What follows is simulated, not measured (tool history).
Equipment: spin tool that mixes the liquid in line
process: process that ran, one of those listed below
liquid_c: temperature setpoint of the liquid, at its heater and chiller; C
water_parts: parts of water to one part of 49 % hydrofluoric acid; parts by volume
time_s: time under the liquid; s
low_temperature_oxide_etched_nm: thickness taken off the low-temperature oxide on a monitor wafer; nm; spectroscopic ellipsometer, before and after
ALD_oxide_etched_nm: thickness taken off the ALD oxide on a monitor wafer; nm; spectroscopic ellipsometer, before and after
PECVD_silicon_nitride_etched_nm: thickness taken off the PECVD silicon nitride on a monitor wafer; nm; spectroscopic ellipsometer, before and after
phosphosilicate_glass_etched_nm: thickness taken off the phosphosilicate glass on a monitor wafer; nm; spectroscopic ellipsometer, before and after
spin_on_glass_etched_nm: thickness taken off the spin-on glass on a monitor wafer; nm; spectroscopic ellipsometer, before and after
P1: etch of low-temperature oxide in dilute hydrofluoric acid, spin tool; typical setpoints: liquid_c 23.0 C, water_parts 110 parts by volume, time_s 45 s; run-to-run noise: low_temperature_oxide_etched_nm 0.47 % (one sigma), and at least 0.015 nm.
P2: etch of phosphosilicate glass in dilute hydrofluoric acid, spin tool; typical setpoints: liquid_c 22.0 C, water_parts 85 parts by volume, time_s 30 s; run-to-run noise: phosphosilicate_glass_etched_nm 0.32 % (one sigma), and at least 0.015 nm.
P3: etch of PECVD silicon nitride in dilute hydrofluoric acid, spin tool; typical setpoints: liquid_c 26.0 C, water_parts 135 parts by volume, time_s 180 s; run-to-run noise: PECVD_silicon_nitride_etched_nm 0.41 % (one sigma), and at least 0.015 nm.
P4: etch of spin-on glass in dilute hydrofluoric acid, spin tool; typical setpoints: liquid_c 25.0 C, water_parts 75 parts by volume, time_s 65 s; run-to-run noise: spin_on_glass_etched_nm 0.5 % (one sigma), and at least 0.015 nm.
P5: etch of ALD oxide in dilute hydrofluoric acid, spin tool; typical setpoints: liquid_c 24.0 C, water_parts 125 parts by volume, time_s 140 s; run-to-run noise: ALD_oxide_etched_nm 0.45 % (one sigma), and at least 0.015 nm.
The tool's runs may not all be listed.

| run | hour | process | liquid_c | water_parts | time_s | hours since the thermometer was replaced | hours since the hydrofluoric acid flow meter was replaced | low_temperature_oxide_etched_nm | ALD_oxide_etched_nm | PECVD_silicon_nitride_etched_nm | phosphosilicate_glass_etched_nm | spin_on_glass_etched_nm |
|---|---|---|---|---|---|---|---|---|---|---|---|---|
| 1 | 13.4 | P1 | 23.0 | 110 | 45 | 593.4 | 896.0 | 9.3376 |  |  |  |  |
| 2 | 24.8 | P5 | 24.0 | 205 | 140 | 604.8 | 907.4 |  | 15.533 |  |  |  |
| 3 | 41.1 | P1 | 23.0 | 110 | 45 | 621.1 | 923.7 | 9.3338 |  |  |  |  |
| 4 | 49.8 | P3 | 26.0 | 135 | 180 | 629.8 | 932.4 |  |  | 5.1633 |  |  |
| 5 | 60.8 | P2 | 22.0 | 85 | 50 | 640.8 | 943.4 |  |  |  | 96.534 |  |
| 6 | 72.7 | P1 | 23.0 | 110 | 70 | 652.7 | 955.3 | 14.5800 |  |  |  |  |
| 7 | 82.1 | P1 | 23.0 | 165 | 45 | 662.1 | 964.7 | 5.8704 |  |  |  |  |
| 8 | 97.0 | P5 | 24.0 | 125 | 140 | 677.0 | 979.6 |  | 28.161 |  |  |  |
| 9 | 106.5 | P3 | 26.0 | 135 | 180 | 686.5 | 989.1 |  |  | 5.1365 |  |  |
| 10 | 118.5 | P1 | 27.0 | 180 | 45 | 698.5 | 1001.1 | 6.1374 |  |  |  |  |
| 11 | 133.1 | P1 | 23.0 | 110 | 45 | 713.1 | 1015.7 | 9.3265 |  |  |  |  |
| 12 | 146.7 | P2 | 22.0 | 85 | 30 | 726.7 | 1029.3 |  |  |  | 57.832 |  |
| 13 | 154.3 | P4 | 25.0 | 125 | 65 | 734.3 | 1036.9 |  |  |  |  | 20.5790 |
| 14 | 165.6 | P2 | 18.5 | 85 | 30 | 745.6 | 1048.2 |  |  |  | 50.157 |  |
| 15 | 181.3 | P2 | 22.0 | 85 | 30 | 761.3 | 1063.9 |  |  |  | 57.924 |  |
| 16 | 196.8 | P5 | 24.0 | 125 | 140 | 776.8 | 1079.4 |  | 28.263 |  |  |  |
| 17 | 209.1 | P1 | 19.0 | 110 | 45 | 789.1 | 1091.7 | 7.9848 |  |  |  |  |
| 18 | 224.0 | P1 | 23.0 | 45 | 45 | 804.0 | 1106.6 | 24.7270 |  |  |  |  |
| 19 | 231.2 | P3 | 18.0 | 135 | 180 | 811.2 | 1113.8 |  |  | 3.0635 |  |  |
| 20 | 238.5 | P1 | 17.0 | 110 | 75 | 818.5 | 1121.1 | 12.2150 |  |  |  |  |
| 21 | 246.4 | P2 | 22.0 | 130 | 30 | 826.4 | 1129.0 |  |  |  | 35.907 |  |
| 22 | 257.5 | P1 | 23.0 | 110 | 45 | 837.5 | 1140.1 | 9.3071 |  |  |  |  |
| 23 | 273.7 | P5 | 30.0 | 125 | 140 | 853.7 | 1156.3 |  | 35.175 |  |  |  |
| 24 | 289.3 | P1 | 23.0 | 110 | 15 | 869.3 | 1171.9 | 3.0967 |  |  |  |  |
| 25 | 299.6 | P4 | 25.0 | 75 | 15 | 879.6 | 1182.2 |  |  |  |  | 8.3898 |
| 26 | 313.4 | P3 | 26.0 | 50 | 180 | 893.4 | 1196.0 |  |  | 13.6850 |  |  |
| 27 | 321.7 | P1 | 23.0 | 110 | 45 | 901.7 | 1204.3 | 9.2642 |  |  |  |  |
| 28 | 330.8 | P1 | 30.5 | 110 | 45 | 910.8 | 1213.4 | 12.4630 |  |  |  |  |
| 29 | 339.5 | P5 | 24.0 | 125 | 220 | 919.5 | 1222.1 |  | 44.130 |  |  |  |
| 30 | 352.0 | P1 | 23.0 | 110 | 45 | 932.0 | 1234.6 | 9.3811 |  |  |  |  |
| 31 | 362.6 | P1 | 23.0 | 110 | 45 | 942.6 | 1245.2 | 9.3229 |  |  |  |  |
| 32 | 373.2 | P3 | 26.0 | 135 | 95 | 953.2 | 1255.8 |  |  | 2.7171 |  |  |
| 33 | 383.1 | P4 | 28.5 | 75 | 65 | 963.1 | 1265.7 |  |  |  |  | 41.9290 |
| 34 | 396.1 | P4 | 25.0 | 75 | 65 | 976.1 | 1278.7 |  |  |  |  | 36.4480 |
| 35 | 406.9 | P1 | 23.0 | 110 | 45 | 986.9 | 1289.5 | 9.2622 |  |  |  |  |
| 36 | 419.0 | P1 | 23.0 | 110 | 45 | 999.0 | 1301.6 | 9.6342 |  |  |  |  |
| 37 | 426.9 | P1 | 23.0 | 110 | 45 | 1006.9 | 1309.5 | 9.7814 |  |  |  |  |
| 38 | 442.0 | P1 | 23.0 | 110 | 45 | 1022.0 | 1324.6 | 9.8719 |  |  |  |  |
| 39 | 453.3 | P1 | 23.0 | 110 | 45 | 1033.3 | 1335.9 | 9.9670 |  |  |  |  |
| 40 | 460.5 | P1 | 23.0 | 110 | 45 | 1040.5 | 1343.1 | 9.9392 |  |  |  |  |
| 41 | 473.2 | P1 | 23.0 | 110 | 45 | 1053.2 | 1355.8 | 9.9866 |  |  |  |  |
| 42 | 486.7 | P1 | 23.0 | 110 | 45 | 1066.7 | 1369.3 | 10.0950 |  |  |  |  |
| 43 | 500.2 | P1 | 23.0 | 110 | 45 | 1080.2 | 1382.8 | 10.1150 |  |  |  |  |
| 44 | 507.8 | P1 | 23.0 | 110 | 45 | 1087.8 | 1390.4 | 10.1670 |  |  |  |  |
| 45 | 517.4 | P1 | 23.0 | 110 | 45 | 1097.4 | 1400.0 | 10.1080 |  |  |  |  |
| 46 | 533.1 | P1 | 23.0 | 110 | 45 | 1113.1 | 1415.7 | 10.1000 |  |  |  |  |

What P1 gives has crept off from where it sat before. The 2 causes that follow fit the log equally well, each at the size noted:
A: hydrofluoric acid flow above the setpoint (%) = 7.4
B: liquid hotter than its thermometer reads (K) = 2.05
The process output started creeping at around hour 406.9.

Each of the 4 check runs below uses one wafer; its results are left as question marks. Which run tells the causes apart?
| check 1 | 548.8 | P2 | 22.0 | 85 | 30 |  |  |  |  |  | ? |  |
| check 2 | 548.8 | P4 | 25.0 | 75 | 65 |  |  |  |  |  |  | ? |
| check 3 | 548.8 | P3 | 26.0 | 135 | 180 |  |  |  |  | ? |  |  |
| check 4 | 548.8 | P5 | 24.0 | 125 | 140 |  |  |  | ? |  |  |  |

Check results expected under each cause:
| check | result | if A | if B |
|---|---|---|---|
| check 1 | phosphosilicate_glass_etched_nm | 62.711 | 62.984 |
| check 2 | spin_on_glass_etched_nm | 39.5750 | 39.6980 |
| check 3 | PECVD_silicon_nitride_etched_nm | 5.5188 | 5.8517 |
| check 4 | ALD_oxide_etched_nm | 30.551 | 30.470 |
Gap, in per cent, between the two causes that each check separates least, read from the result that separates them most: check 1 0.43 %; check 2 0.31 %; check 3 5.86 %; check 4 0.26 %
The causes can be told apart only by check 3. The other checks would give nearly the same results under each of them.

Check 3 was then run and gave: PECVD_silicon_nitride_etched_nm 5.8639 nm. Which cause is it?

Of the candidate causes, it is B: liquid hotter than its thermometer reads (K).
